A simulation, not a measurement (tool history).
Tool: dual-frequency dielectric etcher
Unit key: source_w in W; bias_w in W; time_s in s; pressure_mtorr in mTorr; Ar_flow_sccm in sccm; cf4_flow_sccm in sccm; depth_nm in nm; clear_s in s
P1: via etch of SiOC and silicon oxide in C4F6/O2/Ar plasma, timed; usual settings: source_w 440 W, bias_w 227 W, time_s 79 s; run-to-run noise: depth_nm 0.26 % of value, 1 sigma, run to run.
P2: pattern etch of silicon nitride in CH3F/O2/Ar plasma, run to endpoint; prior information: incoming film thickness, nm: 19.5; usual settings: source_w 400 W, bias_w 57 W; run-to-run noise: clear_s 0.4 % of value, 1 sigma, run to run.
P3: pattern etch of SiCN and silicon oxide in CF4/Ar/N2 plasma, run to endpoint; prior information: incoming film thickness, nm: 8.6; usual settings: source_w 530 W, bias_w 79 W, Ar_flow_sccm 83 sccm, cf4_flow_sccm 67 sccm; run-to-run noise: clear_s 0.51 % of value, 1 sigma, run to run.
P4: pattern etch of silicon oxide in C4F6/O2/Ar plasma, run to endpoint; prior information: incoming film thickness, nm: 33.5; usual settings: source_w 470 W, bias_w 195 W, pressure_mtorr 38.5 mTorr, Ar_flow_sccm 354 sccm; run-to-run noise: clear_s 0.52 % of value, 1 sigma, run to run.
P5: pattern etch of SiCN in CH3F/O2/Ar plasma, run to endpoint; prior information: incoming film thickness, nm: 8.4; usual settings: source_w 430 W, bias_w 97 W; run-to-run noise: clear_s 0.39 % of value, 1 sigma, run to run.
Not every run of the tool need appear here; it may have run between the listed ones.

| run | hour | process | source_w | bias_w | time_s | pressure_mtorr | Ar_flow_sccm | cf4_flow_sccm | depth_nm | clear_s |
|---|---|---|---|---|---|---|---|---|---|---|
| 1 | 13.6 | P1 | 440 | 227 | 79 |  |  |  | 98.686 |  |
| 2 | 21.8 | P1 | 440 | 227 | 79 |  |  |  | 98.798 |  |
| 3 | 35.4 | P1 | 440 | 227 | 43.5 |  |  |  | 54.041 |  |
| 4 | 47.3 | P4 | 470 | 195 |  | 38.5 | 354 |  |  | 10.128 |
| 5 | 62.5 | P3 | 530 | 79 |  |  | 83 | 67 |  | 8.0539 |
| 6 | 77.4 | P4 | 320 | 195 |  | 38.5 | 354 |  |  | 11.714 |
|  | 88.7 | wet clean of the chamber |
| 7 | 92.1 | P2 | 290 | 57 |  |  |  |  |  | 33.472 |
| 8 | 107.8 | P3 | 530 | 63 |  |  | 83 | 67 |  | 8.7532 |
| 9 | 125.4 | P5 | 430 | 124 |  |  |  |  |  | 17.877 |
| 10 | 141.7 | P3 | 410 | 79 |  |  | 83 | 67 |  | 10.085 |
| 11 | 151 | P1 | 440 | 227 | 79 |  |  |  | 97.982 |  |
| 12 | 163.2 | P4 | 470 | 195 |  | 38.5 | 442 |  |  | 10.338 |
| 13 | 176 | P1 | 440 | 269 | 79 |  |  |  | 104.11 |  |
| 14 | 193.9 | P3 | 530 | 79 |  |  | 49 | 67 |  | 7.5568 |
| 15 | 209 | P4 | 470 | 195 |  | 30 | 354 |  |  | 9.7467 |
| 16 | 218.9 | P4 | 470 | 195 |  | 38.5 | 354 |  |  | 10.116 |
| 17 | 232.4 | P4 | 470 | 244 |  | 38.5 | 354 |  |  | 9.4324 |
| 18 | 244.8 | P1 | 440 | 227 | 79 |  |  |  | 98.75 |  |
| 19 | 257.5 | P1 | 440 | 227 | 79 |  |  |  | 98.623 |  |
| 20 | 268.6 | P3 | 530 | 79 |  |  | 83 | 91 |  | 7.6494 |
| 21 | 280.1 | P1 | 300 | 227 | 79 |  |  |  | 85.017 |  |
| 22 | 298.2 | P1 | 440 | 163 | 79 |  |  |  | 88.373 |  |
| 23 | 311.1 | P1 | 440 | 227 | 106.5 |  |  |  | 132.57 |  |
| 24 | 319.5 | P1 | 440 | 304 | 109.5 |  |  |  | 150.65 |  |
| 25 | 338.2 | P5 | 300 | 97 |  |  |  |  |  | 22.237 |
| 26 | 346.6 | P1 | 440 | 227 | 79 |  |  |  | 98.455 |  |
| 27 | 362.7 | P2 | 400 | 57 |  |  |  |  |  | 29.233 |
| 28 | 377 | P1 | 520 | 227 | 79 |  |  |  | 104.77 |  |
| 29 | 387.7 | P2 | 400 | 69 |  |  |  |  |  | 27.376 |
| 30 | 398 | P5 | 430 | 97 |  |  |  |  |  | 19.551 |
| 31 | 411.7 | P1 | 440 | 227 | 79 |  |  |  | 98.341 |  |
| 32 | 420.5 | P1 | 440 | 227 | 79 |  |  |  | 98.993 |  |
| 33 | 434 | P1 | 440 | 227 | 79 |  |  |  | 99.229 |  |
| 34 | 450 | P1 | 440 | 227 | 79 |  |  |  | 99.414 |  |
| 35 | 463.7 | P1 | 440 | 227 | 79 |  |  |  | 99.797 |  |
| 36 | 472.9 | P1 | 440 | 227 | 79 |  |  |  | 99.843 |  |
| 37 | 490.9 | P1 | 440 | 227 | 79 |  |  |  | 99.67 |  |
|  | 491.4 | wet clean of the chamber |
| 38 | 508.3 | P1 | 440 | 227 | 79 |  |  |  | 99.91 |  |
| 39 | 520.8 | P1 | 440 | 227 | 79 |  |  |  | 99.703 |  |

What P1 gives has crept away from where it was. These 2 causes fit the log equally well, each at the size given:
A: source power that arrives over what is set, % = 4.22
B: bias power that arrives over what is set, % = 4.82
The onset of the drift is placed at about hour 411.7.
The rest of the possible causes, and what rules out each one:
chamber walls in a state that raises the etch rate, %: maintenance at hour 491.4, after the shift began, did not return the process to its former output

The list below offers 4 check runs, each averaging the results of 5 wafers, and shows each result as a question mark. For which of them would the listed causes give clearly different results?
| check 1 | 533.3 | P5 | 430 | 97 |  |  |  |  |  | ? |
| check 2 | 533.3 | P4 | 470 | 195 |  | 38.5 | 354 |  |  | ? |
| check 3 | 533.3 | P2 | 400 | 57 |  |  |  |  |  | ? |
| check 4 | 533.3 | P3 | 530 | 79 |  |  | 83 | 67 |  | ? |

Expected result of each check under each candidate cause:
| check | result | if A | if B |
|---|---|---|---|
| check 1 | clear_s | 19.207 | 19.162 |
| check 2 | clear_s | 9.9564 | 9.967 |
| check 3 | clear_s | 28.944 | 28.961 |
| check 4 | clear_s | 7.746 | 7.9087 |
Per-check spread between the two closest causes, in the result where they differ most: check 1 0.23 %; check 2 0.11 %; check 3 0.06 %; check 4 2.08 %
Only check 4 tells the causes apart: in the others they would give nearly the same result.

Check 4 was then run and gave: clear_s 7.9126 s. Which cause is it?

Of the candidate causes, it is B: bias power that arrives over what is set, %.
